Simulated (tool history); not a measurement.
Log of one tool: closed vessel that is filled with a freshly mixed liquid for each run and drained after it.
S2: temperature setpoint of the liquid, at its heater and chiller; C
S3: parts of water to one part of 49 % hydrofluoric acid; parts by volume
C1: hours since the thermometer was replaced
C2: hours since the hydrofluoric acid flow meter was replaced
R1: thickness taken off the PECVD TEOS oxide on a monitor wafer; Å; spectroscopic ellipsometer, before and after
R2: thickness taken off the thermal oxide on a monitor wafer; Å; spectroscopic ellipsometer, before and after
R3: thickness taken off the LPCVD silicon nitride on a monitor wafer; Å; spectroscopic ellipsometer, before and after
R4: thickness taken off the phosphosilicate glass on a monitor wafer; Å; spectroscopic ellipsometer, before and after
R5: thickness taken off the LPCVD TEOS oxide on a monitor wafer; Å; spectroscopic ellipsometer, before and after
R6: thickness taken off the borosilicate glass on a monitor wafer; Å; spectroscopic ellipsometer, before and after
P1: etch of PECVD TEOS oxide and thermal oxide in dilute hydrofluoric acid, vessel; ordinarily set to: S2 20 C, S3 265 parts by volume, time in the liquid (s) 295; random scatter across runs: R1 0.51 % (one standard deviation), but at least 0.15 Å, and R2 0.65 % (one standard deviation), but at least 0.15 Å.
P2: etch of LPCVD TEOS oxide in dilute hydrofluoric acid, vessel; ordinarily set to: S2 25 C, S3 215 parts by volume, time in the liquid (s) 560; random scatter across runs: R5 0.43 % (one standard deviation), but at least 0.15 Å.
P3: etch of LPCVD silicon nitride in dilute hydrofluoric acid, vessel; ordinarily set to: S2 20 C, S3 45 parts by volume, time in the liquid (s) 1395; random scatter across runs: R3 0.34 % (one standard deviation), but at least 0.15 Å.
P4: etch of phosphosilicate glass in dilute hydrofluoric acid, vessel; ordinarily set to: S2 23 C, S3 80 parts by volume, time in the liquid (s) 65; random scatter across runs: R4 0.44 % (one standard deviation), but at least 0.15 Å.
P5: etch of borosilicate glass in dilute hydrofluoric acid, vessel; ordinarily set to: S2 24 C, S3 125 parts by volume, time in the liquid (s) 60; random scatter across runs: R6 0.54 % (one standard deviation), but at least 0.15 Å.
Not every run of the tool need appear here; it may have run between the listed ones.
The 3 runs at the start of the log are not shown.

{"run": 4, "hour": 47.5, "process that ran": "P4", "S2": 23, "S3": 80, "time in the liquid (s)": 110, "C1": 1768.2, "C2": 112.9, "R4": 823.63}
{"run": 5, "hour": 57.0, "process that ran": "P2", "S2": 25, "S3": 215, "time in the liquid (s)": 560, "C1": 1777.7, "C2": 122.4, "R5": 522.23}
{"run": 6, "hour": 69.4, "process that ran": "P5", "S2": 29, "S3": 125, "time in the liquid (s)": 60, "C1": 1790.1, "C2": 134.8, "R6": 112.88}
{"hour": 70.7, "done": "hydrofluoric acid flow meter replaced"}
{"run": 7, "hour": 79.9, "process that ran": "P3", "S2": 20, "S3": 45, "time in the liquid (s)": 2260, "C1": 1800.6, "C2": 9.3, "R3": 186.72}
{"run": 8, "hour": 95.8, "process that ran": "P3", "S2": 20, "S3": 75, "time in the liquid (s)": 1395, "C1": 1816.5, "C2": 25.2, "R3": 70.269}
{"run": 9, "hour": 107.8, "process that ran": "P1", "S2": 26, "S3": 60, "time in the liquid (s)": 295, "C1": 1828.5, "C2": 37.2, "R1": 641.51, "R2": 286.9}
{"run": 10, "hour": 125.5, "process that ran": "P4", "S2": 23, "S3": 80, "time in the liquid (s)": 65, "C1": 1846.2, "C2": 54.9, "R4": 486.29}
{"run": 11, "hour": 138.9, "process that ran": "P1", "S2": 20, "S3": 265, "time in the liquid (s)": 295, "C1": 1859.6, "C2": 68.3, "R1": 93.081, "R2": 41.514}
{"run": 12, "hour": 154.1, "process that ran": "P1", "S2": 20, "S3": 265, "time in the liquid (s)": 295, "C1": 1874.8, "C2": 83.5, "R1": 92.066, "R2": 40.878}
{"run": 13, "hour": 170.9, "process that ran": "P1", "S2": 20, "S3": 265, "time in the liquid (s)": 295, "C1": 1891.6, "C2": 100.3, "R1": 92.147, "R2": 41.359}
{"run": 14, "hour": 179.9, "process that ran": "P2", "S2": 25, "S3": 115, "time in the liquid (s)": 560, "C1": 1900.6, "C2": 109.3, "R5": 1095.3}
{"run": 15, "hour": 189.6, "process that ran": "P4", "S2": 23, "S3": 140, "time in the liquid (s)": 65, "C1": 1910.3, "C2": 119, "R4": 258.12}
{"run": 16, "hour": 204.9, "process that ran": "P3", "S2": 20, "S3": 45, "time in the liquid (s)": 1395, "C1": 1925.6, "C2": 134.3, "R3": 115.33}
{"run": 17, "hour": 214.3, "process that ran": "P1", "S2": 20, "S3": 265, "time in the liquid (s)": 540, "C1": 1935, "C2": 143.7, "R1": 168.36, "R2": 75.087}
{"run": 18, "hour": 227.4, "process that ran": "P1", "S2": 26.5, "S3": 265, "time in the liquid (s)": 295, "C1": 1948.1, "C2": 156.8, "R1": 116.29, "R2": 51.842}
{"run": 19, "hour": 236.7, "process that ran": "P1", "S2": 20, "S3": 265, "time in the liquid (s)": 295, "C1": 1957.4, "C2": 166.1, "R1": 92.908, "R2": 41.089}
{"run": 20, "hour": 248.5, "process that ran": "P1", "S2": 20, "S3": 480, "time in the liquid (s)": 295, "C1": 1969.2, "C2": 177.9, "R1": 42.36, "R2": 19.052}
{"run": 21, "hour": 264.1, "process that ran": "P1", "S2": 20, "S3": 265, "time in the liquid (s)": 295, "C1": 1984.8, "C2": 193.5, "R1": 92.222, "R2": 41.131}

For run 22, what comes out?
{"run": 22, "hour": 278.9, "process that ran": "P5", "S2": 24, "S3": 45, "time in the liquid (s)": 60, "C1": 1999.6, "C2": 208.3, "R6": "?"}

For run 22 the tool returned R6 286.85 Å.
